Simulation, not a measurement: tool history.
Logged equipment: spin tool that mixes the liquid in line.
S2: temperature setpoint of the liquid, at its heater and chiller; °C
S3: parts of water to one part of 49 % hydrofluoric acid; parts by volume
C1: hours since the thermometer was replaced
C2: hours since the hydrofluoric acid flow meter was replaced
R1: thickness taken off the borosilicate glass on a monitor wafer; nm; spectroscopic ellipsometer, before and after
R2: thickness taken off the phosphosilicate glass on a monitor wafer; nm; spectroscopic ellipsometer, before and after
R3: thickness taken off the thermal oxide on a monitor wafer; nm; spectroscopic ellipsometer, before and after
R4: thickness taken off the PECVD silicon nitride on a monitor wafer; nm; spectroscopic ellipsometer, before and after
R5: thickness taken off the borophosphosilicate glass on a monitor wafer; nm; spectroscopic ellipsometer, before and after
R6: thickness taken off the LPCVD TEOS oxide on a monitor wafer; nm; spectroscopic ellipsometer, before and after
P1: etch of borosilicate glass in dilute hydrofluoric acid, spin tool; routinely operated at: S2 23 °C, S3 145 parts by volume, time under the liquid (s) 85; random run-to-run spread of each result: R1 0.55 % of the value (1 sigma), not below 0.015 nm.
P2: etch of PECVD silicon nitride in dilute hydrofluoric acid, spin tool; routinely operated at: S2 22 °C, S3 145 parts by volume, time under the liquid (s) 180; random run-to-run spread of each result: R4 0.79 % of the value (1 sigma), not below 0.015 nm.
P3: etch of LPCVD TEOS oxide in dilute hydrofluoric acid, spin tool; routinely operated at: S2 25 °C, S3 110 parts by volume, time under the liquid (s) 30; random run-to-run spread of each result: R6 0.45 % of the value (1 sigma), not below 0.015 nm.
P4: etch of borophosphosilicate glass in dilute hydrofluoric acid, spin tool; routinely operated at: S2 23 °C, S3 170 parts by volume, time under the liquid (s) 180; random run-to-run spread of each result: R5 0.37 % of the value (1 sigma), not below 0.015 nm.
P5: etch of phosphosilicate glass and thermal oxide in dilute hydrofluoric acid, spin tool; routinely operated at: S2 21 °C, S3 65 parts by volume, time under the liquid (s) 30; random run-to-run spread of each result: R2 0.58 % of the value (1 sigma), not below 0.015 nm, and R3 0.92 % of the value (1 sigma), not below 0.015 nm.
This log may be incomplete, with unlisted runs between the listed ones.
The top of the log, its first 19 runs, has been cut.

run 20 day=5.879 | process_that_ran=P1 S2=28 S3=145 time_under_the_liquid_(s)=85 | C1=1173.1 C2=1544 | R1=24.33
run 21 day=6.271 | process_that_ran=P5 S2=21 S3=115 time_under_the_liquid_(s)=30 | C1=1182.5 C2=1553.4 | R2=38.578 R3=1.1576
run 22 day=6.567 | process_that_ran=P3 S2=25 S3=110 time_under_the_liquid_(s)=30 | C1=1189.6 C2=1560.5 | R6=12.637
run 23 day=6.754 | process_that_ran=P3 S2=25 S3=110 time_under_the_liquid_(s)=15 | C1=1194.1 C2=1565 | R6=6.2965
run 24 day=7.125 | process_that_ran=P1 S2=23 S3=145 time_under_the_liquid_(s)=125 | C1=1203 C2=1573.9 | R1=29.6
run 25 day=7.329 | process_that_ran=P5 S2=29 S3=65 time_under_the_liquid_(s)=30 | C1=1207.9 C2=1578.8 | R2=98.513 R3=3.0709
run 26 day=7.617 | process_that_ran=P2 S2=17 S3=145 time_under_the_liquid_(s)=180 | C1=1214.8 C2=1585.7 | R4=1.9497
run 27 day=7.879 | process_that_ran=P4 S2=30.5 S3=170 time_under_the_liquid_(s)=180 | C1=1221.1 C2=1592 | R5=56.72
run 28 day=8.196 | process_that_ran=P2 S2=22 S3=145 time_under_the_liquid_(s)=180 | C1=1228.7 C2=1599.6 | R4=2.648
run 29 day=8.429 | process_that_ran=P4 S2=23 S3=30 time_under_the_liquid_(s)=180 | C1=1234.3 C2=1605.2 | R5=288.65
run 30 day=8.688 | process_that_ran=P1 S2=17 S3=200 time_under_the_liquid_(s)=85 | C1=1240.5 C2=1611.4 | R1=10.972
run 31 day=8.942 | process_that_ran=P3 S2=25 S3=165 time_under_the_liquid_(s)=30 | C1=1246.6 C2=1617.5 | R6=7.8497
run 32 day=9.204 | process_that_ran=P1 S2=23 S3=145 time_under_the_liquid_(s)=85 | C1=1252.9 C2=1623.8 | R1=19.948
run 33 day=9.488 | process_that_ran=P1 S2=23 S3=145 time_under_the_liquid_(s)=85 | C1=1259.7 C2=1630.6 | R1=19.468
run 34 day=9.812 | process_that_ran=P1 S2=23 S3=145 time_under_the_liquid_(s)=85 | C1=1267.5 C2=1638.4 | R1=19.108
run 35 day=10.054 | process_that_ran=P1 S2=23 S3=145 time_under_the_liquid_(s)=85 | C1=1273.3 C2=1644.2 | R1=18.789
run 36 day=10.283 | process_that_ran=P1 S2=23 S3=145 time_under_the_liquid_(s)=85 | C1=1278.8 C2=1649.7 | R1=18.73
run 37 day=10.529 | process_that_ran=P1 S2=23 S3=145 time_under_the_liquid_(s)=85 | C1=1284.7 C2=1655.6 | R1=18.619

Run 38 comes next. What will it give?
run 38 day=10.808 | process_that_ran=P1 S2=23 S3=145 time_under_the_liquid_(s)=85 | C1=1291.4 C2=1662.3 | R1=?

Logged for run 38: R1 18.597 nm.
